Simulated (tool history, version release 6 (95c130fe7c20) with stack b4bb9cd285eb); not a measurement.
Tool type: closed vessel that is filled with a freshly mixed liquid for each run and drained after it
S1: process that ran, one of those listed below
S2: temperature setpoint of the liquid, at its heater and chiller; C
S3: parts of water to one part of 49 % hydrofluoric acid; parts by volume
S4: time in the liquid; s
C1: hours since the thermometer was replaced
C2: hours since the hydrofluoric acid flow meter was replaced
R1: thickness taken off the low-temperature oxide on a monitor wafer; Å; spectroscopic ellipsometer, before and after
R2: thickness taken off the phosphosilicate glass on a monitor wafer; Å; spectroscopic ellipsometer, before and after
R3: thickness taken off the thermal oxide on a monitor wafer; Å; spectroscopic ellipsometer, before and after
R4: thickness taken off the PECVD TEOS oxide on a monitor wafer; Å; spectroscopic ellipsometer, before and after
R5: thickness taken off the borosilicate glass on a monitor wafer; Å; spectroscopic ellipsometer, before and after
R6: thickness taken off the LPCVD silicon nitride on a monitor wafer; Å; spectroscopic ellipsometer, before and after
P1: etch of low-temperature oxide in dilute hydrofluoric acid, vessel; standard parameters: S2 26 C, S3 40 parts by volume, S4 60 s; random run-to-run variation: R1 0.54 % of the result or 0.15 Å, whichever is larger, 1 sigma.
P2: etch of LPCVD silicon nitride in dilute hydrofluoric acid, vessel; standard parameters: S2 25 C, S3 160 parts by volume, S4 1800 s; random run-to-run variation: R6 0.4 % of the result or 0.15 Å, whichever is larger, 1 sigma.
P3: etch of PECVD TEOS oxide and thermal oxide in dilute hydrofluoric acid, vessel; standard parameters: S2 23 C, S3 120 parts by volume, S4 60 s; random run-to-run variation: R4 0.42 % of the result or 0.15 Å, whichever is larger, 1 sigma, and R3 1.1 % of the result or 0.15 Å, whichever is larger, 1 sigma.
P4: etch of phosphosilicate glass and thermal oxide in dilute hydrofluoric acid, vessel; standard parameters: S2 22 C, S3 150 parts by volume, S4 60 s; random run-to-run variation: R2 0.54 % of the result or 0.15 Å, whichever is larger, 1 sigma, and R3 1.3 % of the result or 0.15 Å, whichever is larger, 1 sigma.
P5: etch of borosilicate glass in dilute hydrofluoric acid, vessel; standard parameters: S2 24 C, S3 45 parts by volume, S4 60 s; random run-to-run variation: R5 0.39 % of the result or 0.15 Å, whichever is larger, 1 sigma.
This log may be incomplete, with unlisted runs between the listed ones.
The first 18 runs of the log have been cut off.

run   hour  S1    S2   S3    S4      C1      C2      R1      R2      R3      R4      R5      R6
 19  186.9  P3    23  120    60   934.7  1019.9                  21.658  68.477
 20  193.7  P5    24   45   110   941.5  1026.7                                  889.18
 21  202.8  P2    25  160   895   950.6  1035.8                                          32.211
 22  216.4  P1    26   40   105   964.2  1049.4  1055.4
 23    228  P3    23  120    60   975.8    1061                  22.728  67.969
 24  235.8  P1  21.5   40    60   983.6  1068.8  495.39
 25  249.6  P2    19  160  1800   997.4  1082.6                                          44.158
 26  257.7  P1    26   20    60  1005.5  1090.7  1234.3
 27  271.5  P1    26   65    30  1019.3  1104.5   177.7
 28  283.3  P1    26   40    60  1031.1  1116.3  597.07
 29  293.4  P4    22  150    35  1041.2  1126.4          124.52  9.9066
 30  304.3  P3    23  120   120  1052.1  1137.3                  44.239  136.95
 31  313.5  P5    24   45    60  1061.3  1146.5                                  484.64
 32  327.4  P5    20   45    60  1075.2  1160.4                                  411.83
 33  340.6  P1    26   40    60  1088.4  1173.6  594.81

Forecast run 34:
 34  346.9  P1  26  40  60  1094.7  1179.9   ?

Run 34 measured R1 607.84 Å.

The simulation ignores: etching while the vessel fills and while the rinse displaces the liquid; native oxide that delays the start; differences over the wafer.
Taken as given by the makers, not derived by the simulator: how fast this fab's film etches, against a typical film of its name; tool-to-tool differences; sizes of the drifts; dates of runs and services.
